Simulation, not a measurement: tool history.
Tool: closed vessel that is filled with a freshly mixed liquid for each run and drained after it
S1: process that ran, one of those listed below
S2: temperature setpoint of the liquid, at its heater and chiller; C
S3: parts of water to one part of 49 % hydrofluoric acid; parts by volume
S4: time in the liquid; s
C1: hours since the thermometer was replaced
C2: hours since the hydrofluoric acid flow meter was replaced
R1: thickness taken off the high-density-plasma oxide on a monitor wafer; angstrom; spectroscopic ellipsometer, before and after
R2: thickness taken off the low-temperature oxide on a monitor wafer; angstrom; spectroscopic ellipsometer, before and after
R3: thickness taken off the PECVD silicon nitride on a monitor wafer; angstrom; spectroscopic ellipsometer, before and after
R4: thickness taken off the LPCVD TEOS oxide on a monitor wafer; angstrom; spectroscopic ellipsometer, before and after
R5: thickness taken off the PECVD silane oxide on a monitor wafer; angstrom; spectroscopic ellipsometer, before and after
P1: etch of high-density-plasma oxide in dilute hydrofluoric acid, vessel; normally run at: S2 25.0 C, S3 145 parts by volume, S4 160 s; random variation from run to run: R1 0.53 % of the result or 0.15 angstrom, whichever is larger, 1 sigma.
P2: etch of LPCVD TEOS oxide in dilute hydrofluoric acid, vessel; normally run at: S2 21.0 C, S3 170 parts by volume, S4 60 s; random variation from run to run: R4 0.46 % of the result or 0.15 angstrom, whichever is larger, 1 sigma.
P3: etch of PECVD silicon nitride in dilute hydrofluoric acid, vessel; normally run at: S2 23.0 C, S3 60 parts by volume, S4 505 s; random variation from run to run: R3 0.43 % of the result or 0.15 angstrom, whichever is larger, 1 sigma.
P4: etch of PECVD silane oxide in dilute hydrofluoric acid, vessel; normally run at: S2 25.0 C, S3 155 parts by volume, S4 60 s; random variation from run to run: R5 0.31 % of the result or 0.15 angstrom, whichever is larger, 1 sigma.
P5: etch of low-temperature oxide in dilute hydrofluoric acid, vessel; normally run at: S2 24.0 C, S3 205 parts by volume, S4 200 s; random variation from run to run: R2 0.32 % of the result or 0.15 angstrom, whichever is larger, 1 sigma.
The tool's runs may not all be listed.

run 1 hour=12.1 | S1=P1 S2=25.0 S3=145 S4=160 | C1=469.0 C2=889.8 | R1=102.360
run 2 hour=24.9 | S1=P5 S2=24.0 S3=205 S4=200 | C1=481.8 C2=902.6 | R2=299.530
run 3 hour=42.2 | S1=P1 S2=33.0 S3=145 S4=160 | C1=499.1 C2=919.9 | R1=137.920
run 4 hour=51.6 | S1=P5 S2=24.0 S3=205 S4=200 | C1=508.5 C2=929.3 | R2=299.510
run 5 hour=62.3 | S1=P3 S2=23.0 S3=105 S4=505 | C1=519.2 C2=940.0 | R3=228.84
run 6 hour=76.4 | S1=P5 S2=24.0 S3=205 S4=30 | C1=533.3 C2=954.1 | R2=44.975
run 7 hour=85.1 | S1=P1 S2=25.0 S3=145 S4=160 | C1=542.0 C2=962.8 | R1=104.020
run 8 hour=96.4 | S1=P1 S2=25.0 S3=145 S4=60 | C1=553.3 C2=974.1 | R1=38.489
run 9 hour=108.9 | S1=P1 S2=25.0 S3=240 S4=260 | C1=565.8 C2=986.6 | R1=90.637
run 10 hour=123.0 | S1=P3 S2=23.0 S3=60 S4=980 | C1=579.9 C2=1000.7 | R3=761.53
run 11 hour=141.9 | S1=P3 S2=23.0 S3=60 S4=505 | C1=598.8 C2=1019.6 | R3=394.59
run 12 hour=150.9 | S1=P2 S2=21.0 S3=170 S4=60 | C1=607.8 C2=1028.6 | R4=139.830
run 13 hour=164.8 | S1=P1 S2=17.0 S3=145 S4=160 | C1=621.7 C2=1042.5 | R1=75.058
run 14 hour=179.0 | S1=P1 S2=25.0 S3=145 S4=160 | C1=635.9 C2=1056.7 | R1=102.170
run 15 hour=191.4 | S1=P1 S2=25.0 S3=260 S4=160 | C1=648.3 C2=1069.1 | R1=50.678
run 16 hour=210.7 | S1=P2 S2=21.0 S3=170 S4=100 | C1=667.6 C2=1088.4 | R4=232.400
run 17 hour=226.6 | S1=P1 S2=25.0 S3=85 S4=160 | C1=683.5 C2=1104.3 | R1=189.160
run 18 hour=245.8 | S1=P4 S2=19.0 S3=155 S4=60 | C1=702.7 C2=1123.5 | R5=116.96
run 19 hour=257.4 | S1=P3 S2=30.0 S3=60 S4=505 | C1=714.3 C2=1135.1 | R3=625.19
-- hour=262.9 hydrofluoric acid flow meter replaced
run 20 hour=271.0 | S1=P4 S2=25.0 S3=155 S4=60 | C1=727.9 C2=8.1 | R5=147.60
run 21 hour=279.3 | S1=P5 S2=24.0 S3=65 S4=200 | C1=736.2 C2=16.4 | R2=1112.000
run 22 hour=287.8 | S1=P4 S2=25.0 S3=155 S4=115 | C1=744.7 C2=24.9 | R5=282.95
run 23 hour=305.1 | S1=P1 S2=21.5 S3=145 S4=70 | C1=762.0 C2=42.2 | R1=39.004
run 24 hour=319.9 | S1=P5 S2=17.5 S3=205 S4=200 | C1=776.8 C2=57.0 | R2=234.490
run 25 hour=336.6 | S1=P4 S2=25.0 S3=35 S4=60 | C1=793.5 C2=73.7 | R5=759.59
run 26 hour=349.7 | S1=P2 S2=21.0 S3=170 S4=60 | C1=806.6 C2=86.8 | R4=140.270
run 27 hour=361.5 | S1=P2 S2=17.0 S3=170 S4=60 | C1=818.4 C2=98.6 | R4=120.050
run 28 hour=377.0 | S1=P3 S2=23.0 S3=60 S4=505 | C1=833.9 C2=114.1 | R3=393.49
run 29 hour=385.4 | S1=P2 S2=21.0 S3=290 S4=60 | C1=842.3 C2=122.5 | R4=73.266
run 30 hour=397.4 | S1=P1 S2=25.0 S3=75 S4=80 | C1=854.3 C2=134.5 | R1=108.550
run 31 hour=415.9 | S1=P1 S2=25.0 S3=145 S4=240 | C1=872.8 C2=153.0 | R1=152.930
run 32 hour=435.0 | S1=P1 S2=25.0 S3=145 S4=160 | C1=891.9 C2=172.1 | R1=102.880
run 33 hour=449.7 | S1=P1 S2=25.0 S3=145 S4=160 | C1=906.6 C2=186.8 | R1=103.120
run 34 hour=465.1 | S1=P1 S2=25.0 S3=145 S4=160 | C1=922.0 C2=202.2 | R1=102.560
run 35 hour=482.2 | S1=P1 S2=25.0 S3=145 S4=160 | C1=939.1 C2=219.3 | R1=100.430
run 36 hour=499.0 | S1=P1 S2=25.0 S3=145 S4=160 | C1=955.9 C2=236.1 | R1=98.571
run 37 hour=511.7 | S1=P1 S2=25.0 S3=145 S4=160 | C1=968.6 C2=248.8 | R1=97.958
run 38 hour=527.1 | S1=P1 S2=25.0 S3=145 S4=160 | C1=984.0 C2=264.2 | R1=97.372
run 39 hour=535.7 | S1=P1 S2=25.0 S3=145 S4=160 | C1=992.6 C2=272.8 | R1=96.462
run 40 hour=547.3 | S1=P1 S2=25.0 S3=145 S4=160 | C1=1004.2 C2=284.4 | R1=96.500
run 41 hour=564.9 | S1=P1 S2=25.0 S3=145 S4=160 | C1=1021.8 C2=302.0 | R1=96.608
run 42 hour=582.0 | S1=P1 S2=25.0 S3=145 S4=160 | C1=1038.9 C2=319.1 | R1=96.360
run 43 hour=595.6 | S1=P1 S2=25.0 S3=145 S4=160 | C1=1052.5 C2=332.7 | R1=95.483
run 44 hour=607.6 | S1=P1 S2=25.0 S3=145 S4=160 | C1=1064.5 C2=344.7 | R1=96.418
run 45 hour=624.8 | S1=P1 S2=25.0 S3=145 S4=160 | C1=1081.7 C2=361.9 | R1=96.494

What P1 gives has crept away from where it was. These 2 causes fit the log equally well, each at the size given:
A: hydrofluoric acid flow below the setpoint (%) = 5.49
B: liquid colder than its thermometer reads (K) = 1.73
The creep began at about hour 465.1.

4 check runs are offered, one wafer each, their results left as question marks. Which one tells the causes apart?
run check 1 hour=642.0 | S1=P4 S2=22.0 S3=155 S4=115 | R5=?
run check 2 hour=642.0 | S1=P3 S2=23.0 S3=105 S4=900 | R3=?
run check 3 hour=642.0 | S1=P2 S2=17.0 S3=285 S4=60 | R4=?
run check 4 hour=642.0 | S1=P5 S2=20.0 S3=205 S4=200 | R2=?

What each check would give under each cause:
check=check_1 result=R5 if_A=235.82 if_B=235.42
check=check_2 result=R3 if_A=382.86 if_B=360.59
check=check_3 result=R4 if_A=60.058 if_B=60.279
check=check_4 result=R2 if_A=241.100 if_B=241.290
How far apart the two closest causes lie, in the result that separates them most: check 1 0.17 %; check 2 5.99 %; check 3 0.37 %; check 4 0.08 %
Only check 2 tells the causes apart: in the others they would give nearly the same result.

Check 2 was then run and gave: R3 382.99 angstrom. Which cause is it?

It is A: hydrofluoric acid flow below the setpoint (%).
